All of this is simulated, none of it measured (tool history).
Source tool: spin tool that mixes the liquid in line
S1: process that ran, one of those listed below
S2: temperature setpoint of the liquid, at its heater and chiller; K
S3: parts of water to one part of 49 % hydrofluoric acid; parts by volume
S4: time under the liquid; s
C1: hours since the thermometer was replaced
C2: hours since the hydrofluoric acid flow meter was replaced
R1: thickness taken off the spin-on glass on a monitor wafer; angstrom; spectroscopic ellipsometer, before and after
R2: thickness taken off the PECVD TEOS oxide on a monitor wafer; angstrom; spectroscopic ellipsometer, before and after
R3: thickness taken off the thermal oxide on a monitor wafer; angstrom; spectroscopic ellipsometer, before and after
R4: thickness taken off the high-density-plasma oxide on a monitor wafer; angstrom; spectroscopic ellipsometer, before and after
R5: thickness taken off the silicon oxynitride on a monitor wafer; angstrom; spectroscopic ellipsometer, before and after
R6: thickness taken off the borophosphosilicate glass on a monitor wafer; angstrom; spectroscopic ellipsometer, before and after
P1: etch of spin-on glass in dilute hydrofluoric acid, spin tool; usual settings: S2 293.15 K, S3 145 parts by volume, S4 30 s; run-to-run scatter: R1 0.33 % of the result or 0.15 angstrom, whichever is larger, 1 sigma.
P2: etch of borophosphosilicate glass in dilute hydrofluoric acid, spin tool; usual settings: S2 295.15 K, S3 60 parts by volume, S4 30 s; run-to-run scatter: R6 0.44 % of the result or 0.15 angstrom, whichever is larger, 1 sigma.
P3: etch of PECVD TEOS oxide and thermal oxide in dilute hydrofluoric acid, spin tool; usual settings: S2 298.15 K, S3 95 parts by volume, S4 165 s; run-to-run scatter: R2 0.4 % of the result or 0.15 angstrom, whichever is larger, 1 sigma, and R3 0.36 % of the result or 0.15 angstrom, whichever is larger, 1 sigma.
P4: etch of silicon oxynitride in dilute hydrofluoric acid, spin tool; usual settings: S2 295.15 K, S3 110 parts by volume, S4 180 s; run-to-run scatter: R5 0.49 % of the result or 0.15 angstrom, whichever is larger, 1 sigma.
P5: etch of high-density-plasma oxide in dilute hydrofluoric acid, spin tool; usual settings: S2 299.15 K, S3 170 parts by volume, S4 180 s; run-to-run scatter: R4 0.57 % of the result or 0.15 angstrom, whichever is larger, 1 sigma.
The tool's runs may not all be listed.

run 1 hour=4.7 | S1=P1 S2=293.15 S3=145 S4=30 | C1=540.6 C2=143.5 | R1=95.233
run 2 hour=9.4 | S1=P1 S2=293.15 S3=145 S4=30 | C1=545.3 C2=148.2 | R1=95.724
run 3 hour=15.5 | S1=P3 S2=298.15 S3=95 S4=165 | C1=551.4 C2=154.3 | R2=155.930 R3=88.780
run 4 hour=25.2 | S1=P1 S2=293.15 S3=95 S4=30 | C1=561.1 C2=164.0 | R1=153.110
run 5 hour=29.8 | S1=P5 S2=299.15 S3=170 S4=15 | C1=565.7 C2=168.6 | R4=8.0055
run 6 hour=34.4 | S1=P4 S2=295.15 S3=110 S4=180 | C1=570.3 C2=173.2 | R5=55.671
run 7 hour=40.4 | S1=P1 S2=293.15 S3=145 S4=15 | C1=576.3 C2=179.2 | R1=48.127
run 8 hour=46.3 | S1=P3 S2=305.15 S3=95 S4=165 | C1=582.2 C2=185.1 | R2=204.450 R3=116.550
run 9 hour=50.8 | S1=P2 S2=295.15 S3=100 S4=30 | C1=586.7 C2=189.6 | R6=87.703
run 10 hour=57.4 | S1=P3 S2=298.15 S3=95 S4=165 | C1=593.3 C2=196.2 | R2=156.780 R3=89.016
run 11 hour=65.7 | S1=P3 S2=298.15 S3=20 S4=165 | C1=601.6 C2=204.5 | R2=825.070 R3=466.930
run 12 hour=73.0 | S1=P3 S2=298.15 S3=95 S4=30 | C1=608.9 C2=211.8 | R2=28.624 R3=16.196
run 13 hour=77.7 | S1=P1 S2=293.15 S3=195 S4=15 | C1=613.6 C2=216.5 | R1=33.921
run 14 hour=82.6 | S1=P1 S2=293.15 S3=145 S4=55 | C1=618.5 C2=221.4 | R1=175.010
run 15 hour=92.2 | S1=P5 S2=291.65 S3=170 S4=180 | C1=628.1 C2=231.0 | R4=73.8300
run 16 hour=96.8 | S1=P1 S2=293.15 S3=250 S4=15 | C1=632.7 C2=235.6 | R1=24.703
run 17 hour=102.9 | S1=P2 S2=290.15 S3=60 S4=30 | C1=638.8 C2=241.7 | R6=124.130
run 18 hour=112.5 | S1=P5 S2=299.15 S3=170 S4=180 | C1=648.4 C2=251.3 | R4=98.7630
run 19 hour=119.7 | S1=P1 S2=293.15 S3=145 S4=30 | C1=655.6 C2=258.5 | R1=95.525
run 20 hour=129.3 | S1=P2 S2=295.15 S3=60 S4=30 | C1=665.2 C2=268.1 | R6=153.700
run 21 hour=138.5 | S1=P1 S2=299.15 S3=145 S4=30 | C1=674.4 C2=277.3 | R1=120.520
run 22 hour=148.3 | S1=P2 S2=295.15 S3=60 S4=30 | C1=684.2 C2=287.1 | R6=153.770
run 23 hour=155.6 | S1=P1 S2=290.15 S3=145 S4=30 | C1=691.5 C2=294.4 | R1=84.181
run 24 hour=161.3 | S1=P1 S2=293.15 S3=145 S4=30 | C1=697.2 C2=300.1 | R1=95.804
run 25 hour=170.3 | S1=P4 S2=295.15 S3=110 S4=340 | C1=706.2 C2=309.1 | R5=105.380
run 26 hour=176.0 | S1=P1 S2=290.15 S3=90 S4=30 | C1=711.9 C2=314.8 | R1=143.730
run 27 hour=180.7 | S1=P4 S2=295.15 S3=25 S4=180 | C1=716.6 C2=319.5 | R5=264.300
run 28 hour=186.8 | S1=P4 S2=295.15 S3=110 S4=180 | C1=722.7 C2=325.6 | R5=55.847
run 29 hour=194.0 | S1=P1 S2=293.15 S3=255 S4=30 | C1=729.9 C2=332.8 | R1=48.344
-- hour=196.7 hydrofluoric acid flow meter replaced
run 30 hour=200.9 | S1=P1 S2=293.15 S3=145 S4=30 | C1=736.8 C2=4.2 | R1=95.311
run 31 hour=206.9 | S1=P4 S2=290.15 S3=110 S4=180 | C1=742.8 C2=10.2 | R5=44.212
run 32 hour=213.1 | S1=P1 S2=293.15 S3=145 S4=30 | C1=749.0 C2=16.4 | R1=94.950
run 33 hour=222.8 | S1=P5 S2=299.15 S3=270 S4=180 | C1=758.7 C2=26.1 | R4=55.0530
run 34 hour=228.7 | S1=P2 S2=295.15 S3=60 S4=60 | C1=764.6 C2=32.0 | R6=304.150
run 35 hour=235.5 | S1=P1 S2=293.15 S3=145 S4=30 | C1=771.4 C2=38.8 | R1=94.424
run 36 hour=243.0 | S1=P1 S2=293.15 S3=145 S4=30 | C1=778.9 C2=46.3 | R1=99.669
run 37 hour=253.1 | S1=P1 S2=293.15 S3=145 S4=30 | C1=789.0 C2=56.4 | R1=102.060
run 38 hour=260.6 | S1=P1 S2=293.15 S3=145 S4=30 | C1=796.5 C2=63.9 | R1=102.590
run 39 hour=270.5 | S1=P1 S2=293.15 S3=145 S4=30 | C1=806.4 C2=73.8 | R1=104.060
run 40 hour=275.3 | S1=P1 S2=293.15 S3=145 S4=30 | C1=811.2 C2=78.6 | R1=104.180
run 41 hour=282.9 | S1=P1 S2=293.15 S3=145 S4=30 | C1=818.8 C2=86.2 | R1=103.610
run 42 hour=288.9 | S1=P1 S2=293.15 S3=145 S4=30 | C1=824.8 C2=92.2 | R1=103.440

What P1 gives has crept off from where it sat before. The 2 causes that follow fit the log equally well, each at the size noted:
A: hydrofluoric acid flow above the setpoint (%) = 7.75
B: liquid hotter than its thermometer reads (K) = 2.17
The gradual shift began around hour 235.5.

Of the 4 check runs below, each run on 2 wafers with the results averaged and each result still a question mark, which one would tell the listed causes apart?
run check 1 hour=294.9 | S1=P3 S2=304.65 S3=50 S4=165 | R2=? R3=?
run check 2 hour=294.9 | S1=P2 S2=295.15 S3=95 S4=30 | R6=?
run check 3 hour=294.9 | S1=P4 S2=295.15 S3=30 S4=180 | R5=?
run check 4 hour=294.9 | S1=P5 S2=292.15 S3=170 S4=25 | R4=?

Outcome of each check run for each possible cause:
check=check_1 result=R2 if_A=444.000 if_B=445.300
check=check_1 result=R3 if_A=251.370 if_B=252.110
check=check_2 result=R6 if_A=100.780 if_B=101.220
check=check_3 result=R5 if_A=235.000 if_B=242.690
check=check_4 result=R4 if_A=11.4450 if_B=11.4260
How far apart the two closest causes lie, in the result that separates them most: check 1 0.29 %; check 2 0.43 %; check 3 3.22 %; check 4 0.16 %
Check 3 is the one run that separates the causes; every other check would come out nearly the same whichever cause is at work.

With check 3 done, the readings were: R5 243.740 angstrom. Identify which of the listed causes applies.

It was cause B: liquid hotter than its thermometer reads (K).
